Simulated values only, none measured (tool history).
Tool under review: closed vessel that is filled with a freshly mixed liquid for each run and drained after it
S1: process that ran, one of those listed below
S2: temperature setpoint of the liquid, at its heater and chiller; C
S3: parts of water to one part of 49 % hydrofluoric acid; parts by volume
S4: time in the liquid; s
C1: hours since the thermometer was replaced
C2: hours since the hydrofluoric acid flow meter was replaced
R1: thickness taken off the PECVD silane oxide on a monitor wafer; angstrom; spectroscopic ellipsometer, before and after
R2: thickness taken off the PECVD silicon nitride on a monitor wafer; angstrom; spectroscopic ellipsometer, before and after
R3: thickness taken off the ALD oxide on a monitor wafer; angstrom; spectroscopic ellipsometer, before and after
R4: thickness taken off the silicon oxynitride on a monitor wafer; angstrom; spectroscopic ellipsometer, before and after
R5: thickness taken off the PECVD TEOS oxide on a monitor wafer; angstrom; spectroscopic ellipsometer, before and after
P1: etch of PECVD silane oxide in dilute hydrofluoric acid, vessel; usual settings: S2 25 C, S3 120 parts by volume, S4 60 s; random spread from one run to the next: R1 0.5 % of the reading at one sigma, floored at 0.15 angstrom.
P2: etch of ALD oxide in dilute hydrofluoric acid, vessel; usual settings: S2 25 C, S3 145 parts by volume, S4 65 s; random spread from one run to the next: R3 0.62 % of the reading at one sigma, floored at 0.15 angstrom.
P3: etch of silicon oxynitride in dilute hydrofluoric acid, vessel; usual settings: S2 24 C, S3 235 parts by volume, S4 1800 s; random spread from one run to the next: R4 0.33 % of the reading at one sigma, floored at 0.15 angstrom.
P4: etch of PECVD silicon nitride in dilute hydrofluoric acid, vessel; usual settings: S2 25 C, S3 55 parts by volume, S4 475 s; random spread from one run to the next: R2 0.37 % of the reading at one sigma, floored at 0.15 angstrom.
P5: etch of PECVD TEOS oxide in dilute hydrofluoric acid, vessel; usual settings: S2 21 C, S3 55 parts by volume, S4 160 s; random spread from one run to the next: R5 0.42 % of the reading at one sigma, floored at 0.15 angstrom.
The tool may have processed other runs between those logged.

{"run": 1, "hour": 10.0, "S1": "P1", "S2": 25, "S3": 120, "S4": 60, "C1": 1805.1, "C2": 980.8, "R1": 88.819}
{"run": 2, "hour": 24.7, "S1": "P4", "S2": 25, "S3": 55, "S4": 860, "C1": 1819.8, "C2": 995.5, "R2": 437.94}
{"run": 3, "hour": 36.8, "S1": "P1", "S2": 25, "S3": 120, "S4": 30, "C1": 1831.9, "C2": 1007.6, "R1": 44.693}
{"run": 4, "hour": 49.3, "S1": "P2", "S2": 25, "S3": 145, "S4": 65, "C1": 1844.4, "C2": 1020.1, "R3": 48.087}
{"run": 5, "hour": 62.6, "S1": "P3", "S2": 24, "S3": 235, "S4": 1800, "C1": 1857.7, "C2": 1033.4, "R4": 99.238}
{"run": 6, "hour": 78.4, "S1": "P1", "S2": 25, "S3": 120, "S4": 60, "C1": 1873.5, "C2": 1049.2, "R1": 89.751}
{"run": 7, "hour": 95.6, "S1": "P1", "S2": 31, "S3": 120, "S4": 60, "C1": 1890.7, "C2": 1066.4, "R1": 112.65}
{"run": 8, "hour": 110.6, "S1": "P3", "S2": 17, "S3": 235, "S4": 1800, "C1": 1905.7, "C2": 1081.4, "R4": 72.038}
{"run": 9, "hour": 119.2, "S1": "P2", "S2": 25, "S3": 145, "S4": 30, "C1": 1914.3, "C2": 1090, "R3": 21.916}
{"run": 10, "hour": 136.2, "S1": "P1", "S2": 25, "S3": 120, "S4": 60, "C1": 1931.3, "C2": 1107, "R1": 89.78}
{"run": 11, "hour": 152.2, "S1": "P1", "S2": 25, "S3": 120, "S4": 60, "C1": 1947.3, "C2": 1123, "R1": 88.526}
{"run": 12, "hour": 167.9, "S1": "P3", "S2": 24, "S3": 425, "S4": 1800, "C1": 1963, "C2": 1138.7, "R4": 48.323}
{"run": 13, "hour": 177.4, "S1": "P1", "S2": 21, "S3": 120, "S4": 30, "C1": 1972.5, "C2": 1148.2, "R1": 38.02}
{"run": 14, "hour": 189.9, "S1": "P1", "S2": 20, "S3": 120, "S4": 60, "C1": 1985, "C2": 1160.7, "R1": 73.197}
{"run": 15, "hour": 207.5, "S1": "P5", "S2": 21, "S3": 55, "S4": 160, "C1": 2002.6, "C2": 1178.3, "R5": 414.42}
{"run": 16, "hour": 218.9, "S1": "P4", "S2": 25, "S3": 55, "S4": 475, "C1": 2014, "C2": 1189.7, "R2": 241.89}
{"run": 17, "hour": 233.8, "S1": "P3", "S2": 24, "S3": 235, "S4": 1800, "C1": 2028.9, "C2": 1204.6, "R4": 99.758}
{"run": 18, "hour": 250.6, "S1": "P2", "S2": 21, "S3": 145, "S4": 65, "C1": 2045.7, "C2": 1221.4, "R3": 40.924}
{"hour": 253.0, "done": "thermometer replaced"}
{"run": 19, "hour": 267.7, "S1": "P1", "S2": 25, "S3": 120, "S4": 90, "C1": 14.8, "C2": 1238.5, "R1": 132.67}
{"run": 20, "hour": 276.6, "S1": "P5", "S2": 21, "S3": 55, "S4": 30, "C1": 23.7, "C2": 1247.4, "R5": 78.865}
{"run": 21, "hour": 289.2, "S1": "P2", "S2": 25, "S3": 145, "S4": 65, "C1": 36.3, "C2": 1260, "R3": 48.235}
{"run": 22, "hour": 308.4, "S1": "P2", "S2": 25, "S3": 255, "S4": 65, "C1": 55.5, "C2": 1279.2, "R3": 24.513}
{"run": 23, "hour": 320.0, "S1": "P1", "S2": 25, "S3": 25, "S4": 60, "C1": 67.1, "C2": 1290.8, "R1": 482.68}
{"run": 24, "hour": 332.3, "S1": "P5", "S2": 26.5, "S3": 55, "S4": 160, "C1": 79.4, "C2": 1303.1, "R5": 519.84}
{"run": 25, "hour": 344.8, "S1": "P1", "S2": 25, "S3": 210, "S4": 60, "C1": 91.9, "C2": 1315.6, "R1": 45.652}
{"run": 26, "hour": 355.3, "S1": "P5", "S2": 21, "S3": 95, "S4": 160, "C1": 102.4, "C2": 1326.1, "R5": 229.62}
{"run": 27, "hour": 373.0, "S1": "P1", "S2": 25, "S3": 120, "S4": 60, "C1": 120.1, "C2": 1343.8, "R1": 89.533}
{"run": 28, "hour": 387.3, "S1": "P3", "S2": 24, "S3": 235, "S4": 295, "C1": 134.4, "C2": 1358.1, "R4": 16.482}
{"run": 29, "hour": 398.3, "S1": "P4", "S2": 25, "S3": 85, "S4": 475, "C1": 145.4, "C2": 1369.1, "R2": 158.23}
{"run": 30, "hour": 416.5, "S1": "P1", "S2": 30, "S3": 120, "S4": 80, "C1": 163.6, "C2": 1387.3, "R1": 144.46}
{"run": 31, "hour": 429.3, "S1": "P4", "S2": 33.5, "S3": 55, "S4": 475, "C1": 176.4, "C2": 1400.1, "R2": 417.84}
{"run": 32, "hour": 447.9, "S1": "P1", "S2": 25, "S3": 120, "S4": 60, "C1": 195, "C2": 1418.7, "R1": 88.321}
{"run": 33, "hour": 464.0, "S1": "P1", "S2": 25, "S3": 120, "S4": 60, "C1": 211.1, "C2": 1434.8, "R1": 92.049}
{"run": 34, "hour": 480.0, "S1": "P1", "S2": 25, "S3": 120, "S4": 60, "C1": 227.1, "C2": 1450.8, "R1": 94.638}
{"run": 35, "hour": 490.3, "S1": "P1", "S2": 25, "S3": 120, "S4": 60, "C1": 237.4, "C2": 1461.1, "R1": 95.889}
{"run": 36, "hour": 508.2, "S1": "P1", "S2": 25, "S3": 120, "S4": 60, "C1": 255.3, "C2": 1479, "R1": 96.196}
{"run": 37, "hour": 519.0, "S1": "P1", "S2": 25, "S3": 120, "S4": 60, "C1": 266.1, "C2": 1489.8, "R1": 96.784}
{"run": 38, "hour": 535.8, "S1": "P1", "S2": 25, "S3": 120, "S4": 60, "C1": 282.9, "C2": 1506.6, "R1": 97.734}
{"run": 39, "hour": 545.3, "S1": "P1", "S2": 25, "S3": 120, "S4": 60, "C1": 292.4, "C2": 1516.1, "R1": 97.132}
{"run": 40, "hour": 560.9, "S1": "P1", "S2": 25, "S3": 120, "S4": 60, "C1": 308, "C2": 1531.7, "R1": 97.426}

The output of P1 has drifted from where it used to be. Each of the 2 causes below, taken at the size shown beside it, accounts for the log equally well:
A: hydrofluoric acid flow above the setpoint (%) = 7.89
B: liquid hotter than its thermometer reads (K) = 2.27
The drift started at roughly hour 447.9.

Question marks stand in for the results of the 4 check runs listed below, each run on one wafer. Under which run would the listed causes show clearly different results?
{"run": "check 1", "hour": 576.5, "S1": "P5", "S2": 21, "S3": 80, "S4": 50, "R5": "?"}
{"run": "check 2", "hour": 576.5, "S1": "P4", "S2": 32, "S3": 55, "S4": 785, "R2": "?"}
{"run": "check 3", "hour": 576.5, "S1": "P2", "S2": 25, "S3": 235, "S4": 40, "R3": "?"}
{"run": "check 4", "hour": 576.5, "S1": "P3", "S2": 21, "S3": 390, "S4": 1800, "R4": "?"}

How each check would come out, cause by cause:
check=check_1 result=R5 if_A=94.025 if_B=94.959
check=check_2 result=R2 if_A=680.62 if_B=727.84
check=check_3 result=R3 if_A=18.07 if_B=17.814
check=check_4 result=R4 if_A=52.292 if_B=52.385
How far apart the two closest causes lie, in the result that separates them most: check 1 0.99 %; check 2 6.71 %; check 3 1.43 %; check 4 0.18 %
The other checks would show nearly matching results whichever cause is true, so check 2 is the only one that separates the causes.

Check 2 was then run and gave: R2 681.57 angstrom. Which cause is it?

The cause is A: hydrofluoric acid flow above the setpoint (%).

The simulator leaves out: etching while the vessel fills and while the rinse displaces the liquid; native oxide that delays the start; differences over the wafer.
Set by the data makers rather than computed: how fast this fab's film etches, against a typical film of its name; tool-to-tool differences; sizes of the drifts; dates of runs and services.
